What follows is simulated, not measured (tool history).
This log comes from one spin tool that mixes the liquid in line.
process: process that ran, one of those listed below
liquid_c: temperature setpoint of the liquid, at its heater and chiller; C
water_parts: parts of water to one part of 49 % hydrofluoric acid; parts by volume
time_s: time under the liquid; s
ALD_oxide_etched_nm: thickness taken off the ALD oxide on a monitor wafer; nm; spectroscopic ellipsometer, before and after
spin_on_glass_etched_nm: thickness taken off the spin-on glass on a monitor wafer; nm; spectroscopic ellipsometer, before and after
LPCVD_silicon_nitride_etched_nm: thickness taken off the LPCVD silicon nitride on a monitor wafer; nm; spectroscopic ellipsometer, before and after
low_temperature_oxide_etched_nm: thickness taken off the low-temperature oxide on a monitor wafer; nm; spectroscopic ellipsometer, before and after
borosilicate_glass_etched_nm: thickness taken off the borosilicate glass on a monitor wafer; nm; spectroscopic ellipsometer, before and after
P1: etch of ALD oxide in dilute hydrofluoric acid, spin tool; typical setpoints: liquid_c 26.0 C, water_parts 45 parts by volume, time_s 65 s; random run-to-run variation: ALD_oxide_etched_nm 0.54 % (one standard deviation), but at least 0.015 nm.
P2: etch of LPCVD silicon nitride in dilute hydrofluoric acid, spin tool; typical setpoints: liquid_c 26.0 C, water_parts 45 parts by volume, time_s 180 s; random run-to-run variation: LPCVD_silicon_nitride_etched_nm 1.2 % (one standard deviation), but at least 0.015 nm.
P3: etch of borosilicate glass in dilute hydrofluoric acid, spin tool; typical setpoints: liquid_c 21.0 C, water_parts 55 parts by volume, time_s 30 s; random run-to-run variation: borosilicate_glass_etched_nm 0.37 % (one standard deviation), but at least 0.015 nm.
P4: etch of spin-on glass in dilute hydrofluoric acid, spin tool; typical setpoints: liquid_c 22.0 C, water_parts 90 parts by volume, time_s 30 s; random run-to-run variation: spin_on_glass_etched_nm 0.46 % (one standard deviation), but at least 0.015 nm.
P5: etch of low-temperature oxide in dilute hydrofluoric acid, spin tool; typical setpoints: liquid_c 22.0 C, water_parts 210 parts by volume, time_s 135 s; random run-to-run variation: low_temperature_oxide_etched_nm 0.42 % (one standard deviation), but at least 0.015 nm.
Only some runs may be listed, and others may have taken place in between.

| run | hour | process | liquid_c | water_parts | time_s | hours since the thermometer was replaced | hours since the hydrofluoric acid flow meter was replaced | ALD_oxide_etched_nm | spin_on_glass_etched_nm | LPCVD_silicon_nitride_etched_nm | low_temperature_oxide_etched_nm | borosilicate_glass_etched_nm |
|---|---|---|---|---|---|---|---|---|---|---|---|---|
| 1 | 14.8 | P1 | 26.0 | 45 | 65 | 303.0 | 861.3 | 22.8090 |  |  |  |  |
| 2 | 26.1 | P4 | 17.0 | 90 | 30 | 314.3 | 872.6 |  | 10.2870 |  |  |  |
| 3 | 36.9 | P1 | 26.0 | 45 | 95 | 325.1 | 883.4 | 33.2930 |  |  |  |  |
| 4 | 50.9 | P1 | 26.0 | 70 | 15 | 339.1 | 897.4 | 3.2606 |  |  |  |  |
| 5 | 59.4 | P2 | 18.5 | 45 | 180 | 347.6 | 905.9 |  |  | 1.32320 |  |  |
| 6 | 72.9 | P4 | 22.0 | 90 | 30 | 361.1 | 919.4 |  | 12.6670 |  |  |  |
| 7 | 80.5 | P5 | 30.0 | 210 | 135 | 368.7 | 927.0 |  |  |  | 24.591 |  |
| 8 | 89.4 | P3 | 21.0 | 55 | 15 | 377.6 | 935.9 |  |  |  |  | 11.709 |
| 9 | 103.0 | P1 | 26.0 | 75 | 65 | 391.2 | 949.5 | 13.0590 |  |  |  |  |
| 10 | 118.1 | P2 | 26.0 | 45 | 180 | 406.3 | 964.6 |  |  | 2.22170 |  |  |
| 11 | 131.9 | P2 | 26.0 | 25 | 180 | 420.1 | 978.4 |  |  | 3.95110 |  |  |
| 12 | 142.1 | P2 | 26.0 | 45 | 50 | 430.3 | 988.6 |  |  | 0.61012 |  |  |
| 13 | 153.1 | P4 | 22.0 | 90 | 15 | 441.3 | 999.6 |  | 6.3972 |  |  |  |
| 14 | 168.1 | P3 | 27.5 | 55 | 30 | 456.3 | 1014.6 |  |  |  |  | 30.567 |
| 15 | 182.9 | P1 | 26.0 | 45 | 65 | 471.1 | 1029.4 | 22.9150 |  |  |  |  |
| 16 | 191.0 | P5 | 22.0 | 210 | 210 | 479.2 | 1037.5 |  |  |  | 28.303 |  |
| 17 | 205.1 | P1 | 26.0 | 20 | 65 | 493.3 | 1051.6 | 53.2330 |  |  |  |  |
| 18 | 213.2 | P4 | 22.0 | 90 | 30 | 501.4 | 1059.7 |  | 12.6860 |  |  |  |
| 19 | 223.9 | P4 | 22.0 | 155 | 30 | 512.1 | 1070.4 |  | 6.8270 |  |  |  |
| 20 | 234.8 | P3 | 21.0 | 55 | 30 | 523.0 | 1081.3 |  |  |  |  | 23.412 |
| 21 | 248.4 | P5 | 22.0 | 210 | 135 | 536.6 | 1094.9 |  |  |  | 18.260 |  |
| 22 | 260.7 | P1 | 26.0 | 45 | 65 | 548.9 | 1107.2 | 22.5350 |  |  |  |  |
| 23 | 271.5 | P3 | 21.0 | 30 | 30 | 559.7 | 1118.0 |  |  |  |  | 44.711 |
| 24 | 283.8 | P1 | 32.5 | 45 | 65 | 572.0 | 1130.3 | 29.5390 |  |  |  |  |
| 25 | 300.0 | P1 | 26.0 | 45 | 65 | 588.2 | 1146.5 | 22.6800 |  |  |  |  |
| 26 | 314.4 | P1 | 26.0 | 45 | 15 | 602.6 | 1160.9 | 5.2915 |  |  |  |  |
| 27 | 327.1 | P1 | 21.5 | 45 | 65 | 615.3 | 1173.6 | 18.9790 |  |  |  |  |
| 28 | 341.8 | P5 | 22.0 | 40 | 135 | 630.0 | 1188.3 |  |  |  | 116.510 |  |
| 29 | 352.4 | P1 | 26.0 | 45 | 65 | 640.6 | 1198.9 | 22.7840 |  |  |  |  |
| 30 | 365.2 | P1 | 26.0 | 45 | 65 | 653.4 | 1211.7 | 22.8880 |  |  |  |  |
| 31 | 372.7 | P1 | 26.0 | 45 | 65 | 660.9 | 1219.2 | 22.7050 |  |  |  |  |
| 32 | 387.2 | P1 | 26.0 | 45 | 65 | 675.4 | 1233.7 | 23.4740 |  |  |  |  |
| 33 | 395.5 | P1 | 26.0 | 45 | 65 | 683.7 | 1242.0 | 24.1410 |  |  |  |  |
| 34 | 403.2 | P1 | 26.0 | 45 | 65 | 691.4 | 1249.7 | 24.1440 |  |  |  |  |
| 35 | 411.1 | P1 | 26.0 | 45 | 65 | 699.3 | 1257.6 | 24.4110 |  |  |  |  |
| 36 | 422.6 | P1 | 26.0 | 45 | 65 | 710.8 | 1269.1 | 24.6680 |  |  |  |  |
| 37 | 432.2 | P1 | 26.0 | 45 | 65 | 720.4 | 1278.7 | 24.5130 |  |  |  |  |
| 38 | 444.4 | P1 | 26.0 | 45 | 65 | 732.6 | 1290.9 | 24.8110 |  |  |  |  |
| 39 | 459.2 | P1 | 26.0 | 45 | 65 | 747.4 | 1305.7 | 24.8360 |  |  |  |  |
| 40 | 470.7 | P1 | 26.0 | 45 | 65 | 758.9 | 1317.2 | 25.1250 |  |  |  |  |
| 41 | 486.4 | P1 | 26.0 | 45 | 65 | 774.6 | 1332.9 | 24.9760 |  |  |  |  |
| 42 | 494.4 | P1 | 26.0 | 45 | 65 | 782.6 | 1340.9 | 24.7560 |  |  |  |  |

Something has made what P1 gives creep away from where it was; the 2 causes below, each at its own stated size, fit the log equally well:
A: hydrofluoric acid flow above the setpoint (%) = 9.26
B: liquid hotter than its thermometer reads (K) = 2.33
Onset of the creep was near hour 372.7.

Below are 4 check runs, each averaged over 3 wafers, with their results shown as question marks. Which of them would give clearly different results depending on which cause is behind the drift?
| check 1 | 502.4 | P3 | 25.0 | 55 | 30 |  |  |  |  |  |  | ? |
| check 2 | 502.4 | P2 | 26.0 | 30 | 60 |  |  |  |  | ? |  |  |
| check 3 | 502.4 | P4 | 17.0 | 90 | 30 |  |  |  | ? |  |  |  |
| check 4 | 502.4 | P5 | 22.0 | 70 | 135 |  |  |  |  |  | ? |  |

How each check would come out, cause by cause:
| check | result | if A | if B |
|---|---|---|---|
| check 1 | borosilicate_glass_etched_nm | 30.412 | 30.382 |
| check 2 | LPCVD_silicon_nitride_etched_nm | 1.19960 | 1.28610 |
| check 3 | spin_on_glass_etched_nm | 11.3600 | 11.3740 |
| check 4 | low_temperature_oxide_etched_nm | 70.717 | 70.663 |
Separation of the two closest causes in each check, using whichever result separates them best: check 1 0.1 %; check 2 6.96 %; check 3 0.12 %; check 4 0.08 %
Check 2 is the one run that separates the causes; every other check would come out nearly the same whichever cause is at work.

Check 2 was then run and gave: LPCVD_silicon_nitride_etched_nm 1.29890 nm. Which cause is it?

It is B: liquid hotter than its thermometer reads (K).
